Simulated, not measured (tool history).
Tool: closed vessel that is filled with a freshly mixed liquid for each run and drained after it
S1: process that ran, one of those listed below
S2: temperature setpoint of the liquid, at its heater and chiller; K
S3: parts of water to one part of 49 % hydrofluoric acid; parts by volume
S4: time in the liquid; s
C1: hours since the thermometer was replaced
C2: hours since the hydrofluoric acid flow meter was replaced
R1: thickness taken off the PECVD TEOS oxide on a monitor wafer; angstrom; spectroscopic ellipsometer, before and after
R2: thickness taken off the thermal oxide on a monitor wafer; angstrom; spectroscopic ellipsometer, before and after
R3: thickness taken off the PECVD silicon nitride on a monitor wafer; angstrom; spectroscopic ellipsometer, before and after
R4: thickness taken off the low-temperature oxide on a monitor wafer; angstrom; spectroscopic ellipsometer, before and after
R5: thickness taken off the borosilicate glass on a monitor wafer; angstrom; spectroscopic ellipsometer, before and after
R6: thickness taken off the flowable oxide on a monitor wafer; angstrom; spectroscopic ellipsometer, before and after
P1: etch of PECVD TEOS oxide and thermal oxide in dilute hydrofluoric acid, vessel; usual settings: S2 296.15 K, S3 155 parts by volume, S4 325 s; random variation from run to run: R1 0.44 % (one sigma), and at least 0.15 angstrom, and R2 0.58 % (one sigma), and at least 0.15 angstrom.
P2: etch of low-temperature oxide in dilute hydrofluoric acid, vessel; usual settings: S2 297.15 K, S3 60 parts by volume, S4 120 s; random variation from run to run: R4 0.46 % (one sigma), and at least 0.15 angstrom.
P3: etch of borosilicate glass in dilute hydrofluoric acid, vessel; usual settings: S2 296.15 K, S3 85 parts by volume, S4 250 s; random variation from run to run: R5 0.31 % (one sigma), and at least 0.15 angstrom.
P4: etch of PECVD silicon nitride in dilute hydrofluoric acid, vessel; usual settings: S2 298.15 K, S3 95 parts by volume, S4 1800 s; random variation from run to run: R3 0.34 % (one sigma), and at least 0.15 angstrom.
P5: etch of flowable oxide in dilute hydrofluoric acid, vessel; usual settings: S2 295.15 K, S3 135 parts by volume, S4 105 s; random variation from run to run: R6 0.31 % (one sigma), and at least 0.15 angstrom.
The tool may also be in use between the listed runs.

run   hour  S1      S2   S3    S4      C1     C2       R1       R2       R3      R4       R5       R6
  1   12.1  P1  296.15  155   325  1388.1  343.7   547.24   84.678
  2   25.0  P4  302.15   95  1800  1401.0  356.6                    446.300
  3   33.8  P1  296.15  155   325  1409.8  365.4   544.51   84.534
  4   46.3  P2  297.15   60    70  1422.3  377.9                             253.92
  5   54.8  P3  296.15   85   470  1430.8  386.4                                     1092.00
  6   63.7  P1  296.15  155   325  1439.7  395.3   547.29   84.098
  7   75.6  P2  297.15   60   120  1451.6  407.2                             433.13
  8   88.5  P1  296.15  155   325  1464.5  420.1   547.25   84.702
  9  103.8  P4  298.15   95   460  1479.8  435.4                     87.954
 10  112.9  P1  302.65   60   325  1488.9  444.5  2044.00  315.200
 11  123.6  P1  296.15  155   325  1499.6  455.2   542.44   84.525
 12  138.4  P2  303.65   60   120  1514.4  470.0                             562.30
 13  153.2  P3  290.15   85   250  1529.2  484.8                                      451.96
 14  165.0  P4  298.15   95  1800  1541.0  496.6                    345.720
 15  174.7  P5  291.15  135   105  1550.7  506.3                                               294.98
 16  184.5  P1  303.65  155   325  1560.5  516.1   720.16  109.810
     189.2  -- thermometer replaced
 17  192.5  P1  290.15  280   325     3.3  524.1   214.27   32.881
 18  201.1  P1  296.15  225   325    11.9  532.7   347.81   54.134
 19  212.4  P1  296.15  155   150    23.2  544.0   251.62   38.829
 20  221.0  P1  296.15  155   485    31.8  552.6   807.13  126.450
 21  231.2  P5  295.15  135   105    42.0  562.8                                               346.16
 22  246.6  P3  296.15   85   250    57.4  578.2                                      577.40
 23  262.0  P5  295.15  135   105    72.8  593.6                                               345.02
 24  269.8  P4  298.15   35  1800    80.6  601.4                    917.890
 25  284.4  P2  297.15   85   120    95.2  616.0                             295.47
 26  295.9  P1  291.15   35   325   106.7  627.5  2268.10  349.480
 27  306.8  P3  296.15   45   250   117.6  638.4                                     1146.20
 28  322.4  P1  296.15   45   325   133.2  654.0  2154.00  332.800
 29  336.9  P1  291.65  155   325   147.7  668.5   452.84   70.343
 30  347.6  P5  295.15  135   155   158.4  679.2                                               508.39
 31  362.8  P5  295.15   45   105   173.6  694.4                                              1156.40
 32  375.7  P1  296.15  155   325   186.5  707.3   541.32   83.829
 33  387.4  P1  296.15  155   325   198.2  719.0   559.39   85.784
 34  398.3  P1  296.15  155   325   209.1  729.9   562.42   86.713
 35  406.3  P1  296.15  155   325   217.1  737.9   566.75   87.506
 36  419.3  P1  296.15  155   325   230.1  750.9   571.06   88.934
 37  432.4  P1  296.15  155   325   243.2  764.0   574.31   89.107
 38  439.9  P1  296.15  155   325   250.7  771.5   573.25   88.069
 39  450.1  P1  296.15  155   325   260.9  781.7   575.47   89.012
 40  461.0  P1  296.15  155   325   271.8  792.6   577.07   89.403
 41  475.9  P1  296.15  155   325   286.7  807.5   575.91   89.222

What P1 gives has crept away from where it was. These 2 causes fit the log equally well, each at the size given:
A: hydrofluoric acid flow above the setpoint (%) = 5.01
B: liquid hotter than its thermometer reads (K) = 1.5
The creep began at about hour 375.7.

4 check runs are offered, one wafer each, their results left as question marks. Which one tells the causes apart?
check 1  490.8  P3  296.15   85   250                           ?
check 2  490.8  P5  295.15  135   105                               ?
check 3  490.8  P2  297.15   60   120                       ?
check 4  490.8  P4  298.15   95  1800                   ?

What each check would give under each cause:
  check  result     if A     if B
check 1      R5   611.07   614.91
check 2      R6   365.24   366.19
check 3      R4   455.06   458.85
check 4      R3  361.340  379.610
How far apart the two closest causes lie, in the result that separates them most: check 1 0.63 %; check 2 0.26 %; check 3 0.83 %; check 4 4.93 %
Check 4 tells the causes apart: in the others they would give nearly the same result.

Then check 4 was run and gave: R3 359.910 angstrom. Which cause is it?

It is A: hydrofluoric acid flow above the setpoint (%).
